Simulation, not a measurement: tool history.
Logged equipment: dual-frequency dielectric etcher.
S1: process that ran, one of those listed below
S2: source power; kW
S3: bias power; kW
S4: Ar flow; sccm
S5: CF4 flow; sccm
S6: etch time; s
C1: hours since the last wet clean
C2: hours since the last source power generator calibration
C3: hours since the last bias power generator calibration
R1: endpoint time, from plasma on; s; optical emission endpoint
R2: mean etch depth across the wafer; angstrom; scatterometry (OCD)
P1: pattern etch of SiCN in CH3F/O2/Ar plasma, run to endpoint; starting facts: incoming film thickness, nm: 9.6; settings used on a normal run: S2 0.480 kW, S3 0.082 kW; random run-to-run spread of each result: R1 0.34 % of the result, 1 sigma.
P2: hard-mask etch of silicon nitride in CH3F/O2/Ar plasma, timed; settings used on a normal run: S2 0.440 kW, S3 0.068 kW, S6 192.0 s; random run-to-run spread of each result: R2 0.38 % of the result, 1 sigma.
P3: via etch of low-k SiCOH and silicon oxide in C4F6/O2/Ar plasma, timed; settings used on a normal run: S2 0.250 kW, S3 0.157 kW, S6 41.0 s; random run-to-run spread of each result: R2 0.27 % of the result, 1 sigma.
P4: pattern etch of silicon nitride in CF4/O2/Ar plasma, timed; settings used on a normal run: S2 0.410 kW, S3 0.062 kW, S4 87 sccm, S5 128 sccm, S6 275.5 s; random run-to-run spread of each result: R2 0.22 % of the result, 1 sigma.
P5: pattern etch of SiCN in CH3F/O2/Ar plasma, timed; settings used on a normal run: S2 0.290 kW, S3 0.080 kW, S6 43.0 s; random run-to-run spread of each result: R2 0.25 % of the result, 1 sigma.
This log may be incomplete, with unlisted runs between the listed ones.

Run 1, day 0.354: S1 P1, S2 0.480 kW, S3 0.082 kW; C1 88.2; C2 2088.4; C3 1233.9. Result: R1 22.580 s.
Run 2, day 0.717: S1 P4, S2 0.410 kW, S3 0.062 kW, S4 87 sccm, S5 86 sccm, S6 275.5 s; C1 96.9; C2 2097.1; C3 1242.6. Result: R2 4781.500 angstrom.
Run 3, day 1.083: S1 P2, S2 0.440 kW, S3 0.068 kW, S6 192.0 s; C1 105.7; C2 2105.9; C3 1251.4. Result: R2 1402.900 angstrom.
Run 4, day 1.246: S1 P1, S2 0.480 kW, S3 0.099 kW; C1 109.6; C2 2109.8; C3 1255.3. Result: R1 20.928 s.
Run 5, day 1.433: S1 P4, S2 0.410 kW, S3 0.062 kW, S4 87 sccm, S5 128 sccm, S6 409.0 s; C1 114.1; C2 2114.3; C3 1259.8. Result: R2 7403.500 angstrom.
Run 6, day 1.638: S1 P2, S2 0.440 kW, S3 0.068 kW, S6 192.0 s; C1 119.0; C2 2119.2; C3 1264.7. Result: R2 1412.300 angstrom.
Run 7, day 1.988: S1 P1, S2 0.570 kW, S3 0.082 kW; C1 127.4; C2 2127.6; C3 1273.1. Result: R1 21.084 s.
Run 8, day 2.225: S1 P3, S2 0.250 kW, S3 0.157 kW, S6 41.0 s; C1 133.1; C2 2133.3; C3 1278.8. Result: R2 746.740 angstrom.
Run 9, day 2.462: S1 P1, S2 0.480 kW, S3 0.082 kW; C1 138.8; C2 2139.0; C3 1284.5. Result: R1 22.465 s.
Run 10, day 2.775: S1 P2, S2 0.440 kW, S3 0.083 kW, S6 192.0 s; C1 146.3; C2 2146.5; C3 1292.0. Result: R2 1509.100 angstrom.
Run 11, day 3.038: S1 P1, S2 0.480 kW, S3 0.082 kW; C1 152.6; C2 2152.8; C3 1298.3. Result: R1 22.550 s.
Run 12, day 3.358: S1 P2, S2 0.440 kW, S3 0.068 kW, S6 106.0 s; C1 160.3; C2 2160.5; C3 1306.0. Result: R2 774.650 angstrom.
At day 3.629: source power generator calibrated.
Run 13, day 3.650: S1 P4, S2 0.410 kW, S3 0.062 kW, S4 104 sccm, S5 128 sccm, S6 275.5 s; C1 167.3; C2 0.6; C3 1313.0. Result: R2 4897.400 angstrom.
Run 14, day 3.988: S1 P1, S2 0.640 kW, S3 0.097 kW; C1 175.4; C2 8.7; C3 1321.1. Result: R1 19.006 s.
Run 15, day 4.212: S1 P4, S2 0.490 kW, S3 0.062 kW, S4 87 sccm, S5 128 sccm, S6 275.5 s; C1 180.8; C2 14.1; C3 1326.5. Result: R2 5817.200 angstrom.
Run 16, day 4.396: S1 P4, S2 0.410 kW, S3 0.079 kW, S4 87 sccm, S5 128 sccm, S6 275.5 s; C1 185.2; C2 18.5; C3 1330.9. Result: R2 5470.800 angstrom.
Run 17, day 4.688: S1 P5, S2 0.290 kW, S3 0.080 kW, S6 43.0 s; C1 192.2; C2 25.5; C3 1337.9. Result: R2 149.010 angstrom.
Run 18, day 4.967: S1 P2, S2 0.550 kW, S3 0.068 kW, S6 192.0 s; C1 198.9; C2 32.2; C3 1344.6. Result: R2 1525.200 angstrom.
Run 19, day 5.150: S1 P1, S2 0.480 kW, S3 0.066 kW; C1 203.3; C2 36.6; C3 1349.0. Result: R1 24.260 s.
Run 20, day 5.342: S1 P1, S2 0.340 kW, S3 0.082 kW; C1 207.9; C2 41.2; C3 1353.6. Result: R1 25.669 s.
Run 21, day 5.612: S1 P3, S2 0.200 kW, S3 0.157 kW, S6 41.0 s; C1 214.4; C2 47.7; C3 1360.1. Result: R2 685.260 angstrom.
Run 22, day 5.775: S1 P5, S2 0.290 kW, S3 0.080 kW, S6 26.5 s; C1 218.3; C2 51.6; C3 1364.0. Result: R2 91.463 angstrom.
Run 23, day 6.067: S1 P5, S2 0.290 kW, S3 0.054 kW, S6 43.0 s; C1 225.3; C2 58.6; C3 1371.0. Result: R2 128.860 angstrom.
Run 24, day 6.246: S1 P5, S2 0.290 kW, S3 0.080 kW, S6 43.0 s; C1 229.6; C2 62.9; C3 1375.3. Result: R2 148.500 angstrom.
Run 25, day 6.571: S1 P5, S2 0.370 kW, S3 0.080 kW, S6 43.0 s; C1 237.4; C2 70.7; C3 1383.1. Result: R2 162.560 angstrom.
Run 26, day 6.746: S1 P3, S2 0.250 kW, S3 0.212 kW, S6 41.0 s; C1 241.6; C2 74.9; C3 1387.3. Result: R2 830.160 angstrom.
Run 27, day 6.904: S1 P3, S2 0.250 kW, S3 0.157 kW, S6 29.0 s; C1 245.4; C2 78.7; C3 1391.1. Result: R2 530.830 angstrom.
Run 28, day 7.117: S1 P1, S2 0.480 kW, S3 0.082 kW; C1 250.5; C2 83.8; C3 1396.2. Result: R1 22.555 s.
Run 29, day 7.279: S1 P1, S2 0.480 kW, S3 0.082 kW; C1 254.4; C2 87.7; C3 1400.1. Result: R1 22.425 s.
Run 30, day 7.467: S1 P1, S2 0.480 kW, S3 0.082 kW; C1 258.9; C2 92.2; C3 1404.6. Result: R1 22.476 s.
Run 31, day 7.767: S1 P1, S2 0.480 kW, S3 0.082 kW; C1 266.1; C2 99.4; C3 1411.8. Result: R1 22.235 s.
Run 32, day 8.121: S1 P4, S2 0.410 kW, S3 0.062 kW, S4 87 sccm, S5 128 sccm, S6 275.5 s; C1 274.6; C2 107.9; C3 1420.3. Result: R2 4979.000 angstrom.
Run 33, day 8.321: S1 P1, S2 0.480 kW, S3 0.082 kW; C1 279.4; C2 112.7; C3 1425.1. Result: R1 22.447 s.
Run 34, day 8.496: S1 P1, S2 0.480 kW, S3 0.082 kW; C1 283.6; C2 116.9; C3 1429.3. Result: R1 22.396 s.
Run 35, day 8.779: S1 P1, S2 0.480 kW, S3 0.082 kW; C1 290.4; C2 123.7; C3 1436.1. Result: R1 22.276 s.
Run 36, day 9.129: S1 P1, S2 0.480 kW, S3 0.082 kW; C1 298.8; C2 132.1; C3 1444.5. Result: R1 22.091 s.
Run 37, day 9.417: S1 P1, S2 0.480 kW, S3 0.082 kW; C1 305.7; C2 139.0; C3 1451.4. Result: R1 22.140 s.
At day 9.558: wet clean of the chamber.
Run 38, day 9.650: S1 P1, S2 0.480 kW, S3 0.082 kW; C1 2.2; C2 144.6; C3 1457.0. Result: R1 22.012 s.
Run 39, day 9.967: S1 P1, S2 0.480 kW, S3 0.082 kW; C1 9.8; C2 152.2; C3 1464.6. Result: R1 22.045 s.
Run 40, day 10.308: S1 P1, S2 0.480 kW, S3 0.082 kW; C1 18.0; C2 160.4; C3 1472.8. Result: R1 22.129 s.

Compared with where it was, what P1 gives has crept away. Each cause listed below fits the log as well as the rest, at the size given for it:
A: source power that arrives over what is set, % = 4.78
B: bias power that arrives over what is set, % = 4.97
The onset of the drift is placed at about day 8.321.
Every other cause this tool's parts could produce, and why it does not fit the log:
chamber walls in a state that raises the etch rate, %: was serviced at day 9.558, once the creep was under way, yet the earlier output never came back

The check runs listed below each take one wafer, and their results are still question marks. Under which run would the listed causes lead to clearly different results?
Run check 1, day 10.650: S1 P2, S2 0.440 kW, S3 0.068 kW, S6 192.0 s. Result: R2 ?.
Run check 2, day 10.650: S1 P4, S2 0.410 kW, S3 0.062 kW, S4 87 sccm, S5 128 sccm, S6 275.5 s. Result: R2 ?.
Run check 3, day 10.650: S1 P3, S2 0.250 kW, S3 0.157 kW, S6 41.0 s. Result: R2 ?.
Run check 4, day 10.650: S1 P5, S2 0.290 kW, S3 0.080 kW, S6 43.0 s. Result: R2 ?.

How each check would come out, cause by cause:
  check  result      if A      if B
check 1      R2  1427.900  1425.900
check 2      R2  5189.700  5075.900
check 3      R2   762.820   760.780
check 4      R2   150.840   150.940
Smallest distance between any two causes, each pair judged by its most separating result, in per cent: check 1 0.14 %; check 2 2.22 %; check 3 0.27 %; check 4 0.07 %
Check 2 tells the causes apart: in the others they would give nearly the same result.

Check 2 was carried out, with these results: R2 5198.700 angstrom. Which of the listed causes is responsible?

The cause is A: source power that arrives over what is set, %.
